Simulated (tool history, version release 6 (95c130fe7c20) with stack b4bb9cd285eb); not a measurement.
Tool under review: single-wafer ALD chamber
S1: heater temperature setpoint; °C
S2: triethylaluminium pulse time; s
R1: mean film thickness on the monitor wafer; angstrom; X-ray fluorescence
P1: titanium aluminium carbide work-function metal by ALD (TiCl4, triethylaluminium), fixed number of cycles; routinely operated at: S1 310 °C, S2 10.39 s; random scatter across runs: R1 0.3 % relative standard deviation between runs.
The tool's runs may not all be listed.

run	hour	S1	S2	R1
1	11.3	310	10.39	20.303
# hour 15.4: triethylaluminium bottle replaced
2	17.4	310	10.39	20.342
3	26.3	310	10.39	20.389
4	36.9	333	15.94	22.931
5	42.9	310	7.16	19.202
6	49.2	310	10.39	20.425
7	59.9	285	10.39	18.294
8	71.2	310	17.03	20.970
9	84.2	298	5.60	17.080
10	95.6	327	10.39	21.814
11	107.2	310	10.39	20.511
12	114.6	310	10.39	20.379
13	125.5	310	10.39	20.338
14	136.2	310	10.39	20.207
15	145.0	310	10.39	20.061
16	158.3	310	10.39	20.077
17	166.6	310	10.39	20.100
18	180.1	310	10.39	19.999
19	192.7	310	10.39	19.884
20	204.0	310	10.39	19.980
21	217.3	310	10.39	19.816

Compared with where it was, what P1 gives has crept away. Each cause listed below fits the log as well as the rest, at the size given for it:
A: wafer temperature below the value expected at the setpoint (K) = 5.68
B: triethylaluminium dose below that of a fresh bottle (%) = 16.9
Creep in the process output first set in at about hour 125.5.

The 4 check runs listed below each average the results of 2 wafers, and their outcomes are marked with question marks. Under which run would the listed causes produce clearly different results?
check 1	230.6	310	7.55	?
check 2	230.6	287	10.39	?
check 3	230.6	319	10.39	?
check 4	230.6	301	10.39	?

How each check would come out, cause by cause:
check	result	if A	if B
check 1	R1	18.977	18.581
check 2	R1	17.983	18.019
check 3	R1	20.695	20.679
check 4	R1	19.160	19.174
Smallest distance between any two causes, each pair judged by its most separating result, in per cent: check 1 2.11 %; check 2 0.2 %; check 3 0.07 %; check 4 0.08 %
The causes can be told apart only by check 1. The other checks would give nearly the same results under each of them.

With check 1 done, the readings were: R1 18.524 angstrom. Identify which of the listed causes applies.

The cause is B: triethylaluminium dose below that of a fresh bottle (%).
